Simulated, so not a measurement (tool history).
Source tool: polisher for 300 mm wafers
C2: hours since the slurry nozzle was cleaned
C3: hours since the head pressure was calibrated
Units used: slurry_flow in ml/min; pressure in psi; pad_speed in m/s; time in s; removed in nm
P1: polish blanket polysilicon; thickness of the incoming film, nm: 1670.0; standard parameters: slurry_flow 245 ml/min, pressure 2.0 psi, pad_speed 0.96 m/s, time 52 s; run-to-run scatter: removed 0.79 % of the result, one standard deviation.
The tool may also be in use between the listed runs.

run 1 day=0.300 | slurry_flow=245 pressure=2.0 pad_speed=0.96 time=52 | wafers_polished_on_this_pad=677 C2=88.3 C3=698.5 | removed=337.65
run 2 day=0.554 | slurry_flow=245 pressure=2.0 pad_speed=0.96 time=31 | wafers_polished_on_this_pad=752 C2=94.4 C3=704.6 | removed=198.23
run 3 day=0.746 | slurry_flow=245 pressure=2.0 pad_speed=0.96 time=81 | wafers_polished_on_this_pad=808 C2=99.0 C3=709.2 | removed=529.77
run 4 day=0.933 | slurry_flow=380 pressure=2.0 pad_speed=0.96 time=52 | wafers_polished_on_this_pad=862 C2=103.5 C3=713.7 | removed=347.44
run 5 day=1.196 | slurry_flow=145 pressure=2.0 pad_speed=0.96 time=52 | wafers_polished_on_this_pad=939 C2=109.8 C3=720.0 | removed=311.82
run 6 day=1.596 | slurry_flow=245 pressure=2.0 pad_speed=0.58 time=37 | wafers_polished_on_this_pad=1056 C2=119.4 C3=729.6 | removed=144.34
run 7 day=1.958 | slurry_flow=245 pressure=1.3 pad_speed=1.28 time=52 | wafers_polished_on_this_pad=1162 C2=128.1 C3=738.3 | removed=291.07
run 8 day=2.217 | slurry_flow=245 pressure=3.1 pad_speed=0.96 time=52 | wafers_polished_on_this_pad=1237 C2=134.3 C3=744.5 | removed=523.90
run 9 day=2.571 | slurry_flow=245 pressure=1.4 pad_speed=0.96 time=52 | wafers_polished_on_this_pad=1341 C2=142.8 C3=753.0 | removed=235.79
run 10 day=2.946 | slurry_flow=245 pressure=2.0 pad_speed=1.48 time=52 | wafers_polished_on_this_pad=1450 C2=151.8 C3=762.0 | removed=513.69
run 11 day=3.204 | slurry_flow=245 pressure=2.0 pad_speed=0.64 time=52 | wafers_polished_on_this_pad=1525 C2=158.0 C3=768.2 | removed=227.28
run 12 day=3.388 | slurry_flow=245 pressure=2.0 pad_speed=0.96 time=52 | wafers_polished_on_this_pad=1579 C2=162.4 C3=772.6 | removed=337.06
run 13 day=3.767 | slurry_flow=245 pressure=2.0 pad_speed=0.96 time=52 | wafers_polished_on_this_pad=1690 C2=171.5 C3=781.7 | removed=335.15
run 14 day=4.021 | slurry_flow=245 pressure=2.0 pad_speed=0.96 time=52 | wafers_polished_on_this_pad=1764 C2=177.6 C3=787.8 | removed=333.63
run 15 day=4.379 | slurry_flow=245 pressure=2.0 pad_speed=0.96 time=52 | wafers_polished_on_this_pad=1869 C2=186.2 C3=796.4 | removed=340.84

For run 16, what comes out?
run 16 day=4.588 | slurry_flow=245 pressure=1.5 pad_speed=1.28 time=52 | wafers_polished_on_this_pad=1929 C2=191.2 C3=801.4 | removed=?

{"run 16": {"removed": 336.89}}
